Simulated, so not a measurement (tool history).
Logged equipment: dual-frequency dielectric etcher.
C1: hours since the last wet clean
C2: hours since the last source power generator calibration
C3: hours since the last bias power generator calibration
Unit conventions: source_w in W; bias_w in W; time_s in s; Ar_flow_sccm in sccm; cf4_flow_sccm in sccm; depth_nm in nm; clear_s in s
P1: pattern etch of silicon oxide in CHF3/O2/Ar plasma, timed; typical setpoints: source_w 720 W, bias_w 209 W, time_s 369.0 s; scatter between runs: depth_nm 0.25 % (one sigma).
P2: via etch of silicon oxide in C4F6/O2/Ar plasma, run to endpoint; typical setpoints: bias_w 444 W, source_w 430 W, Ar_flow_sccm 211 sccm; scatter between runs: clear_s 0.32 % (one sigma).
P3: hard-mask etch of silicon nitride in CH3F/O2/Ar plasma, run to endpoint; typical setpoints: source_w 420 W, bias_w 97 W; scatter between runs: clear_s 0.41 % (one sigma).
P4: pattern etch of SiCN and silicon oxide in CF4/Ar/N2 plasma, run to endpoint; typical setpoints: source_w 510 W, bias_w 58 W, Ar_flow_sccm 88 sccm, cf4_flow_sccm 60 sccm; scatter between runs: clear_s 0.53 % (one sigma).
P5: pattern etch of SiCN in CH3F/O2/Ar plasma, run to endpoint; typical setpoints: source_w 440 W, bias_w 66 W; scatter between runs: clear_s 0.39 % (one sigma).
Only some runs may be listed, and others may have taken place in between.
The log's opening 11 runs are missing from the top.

run 12 hour=90.4 | process=P2 source_w=430 bias_w=555 Ar_flow_sccm=211 | C1=285.8 C2=2105.6 C3=463.9 | clear_s=13.9610
run 13 hour=96.3 | process=P1 source_w=720 bias_w=209 time_s=533.5 | C1=291.7 C2=2111.5 C3=469.8 | depth_nm=1191.10
run 14 hour=104.6 | process=P1 source_w=720 bias_w=292 time_s=369.0 | C1=300.0 C2=2119.8 C3=478.1 | depth_nm=926.49
run 15 hour=112.7 | process=P5 source_w=560 bias_w=66 | C1=308.1 C2=2127.9 C3=486.2 | clear_s=18.3670
run 16 hour=117.0 | process=P2 source_w=250 bias_w=444 Ar_flow_sccm=211 | C1=312.4 C2=2132.2 C3=490.5 | clear_s=18.6630
run 17 hour=124.6 | process=P1 source_w=720 bias_w=209 time_s=369.0 | C1=320.0 C2=2139.8 C3=498.1 | depth_nm=825.55
run 18 hour=133.1 | process=P1 source_w=540 bias_w=209 time_s=369.0 | C1=328.5 C2=2148.3 C3=506.6 | depth_nm=736.92
run 19 hour=137.4 | process=P3 source_w=420 bias_w=97 | C1=332.8 C2=2152.6 C3=510.9 | clear_s=66.3460
run 20 hour=145.7 | process=P4 source_w=510 bias_w=58 Ar_flow_sccm=88 cf4_flow_sccm=60 | C1=341.1 C2=2160.9 C3=519.2 | clear_s=11.9040
run 21 hour=149.9 | process=P3 source_w=580 bias_w=97 | C1=345.3 C2=2165.1 C3=523.4 | clear_s=59.0740
run 22 hour=157.8 | process=P5 source_w=440 bias_w=88 | C1=353.2 C2=2173.0 C3=531.3 | clear_s=18.2960
run 23 hour=163.4 | process=P1 source_w=720 bias_w=209 time_s=272.5 | C1=358.8 C2=2178.6 C3=536.9 | depth_nm=607.06

Expected results for the next run?
run 24 hour=172.1 | process=P4 source_w=510 bias_w=58 Ar_flow_sccm=88 cf4_flow_sccm=48 | C1=367.5 C2=2187.3 C3=545.6 | clear_s=?

clear_s: 12.2780 s
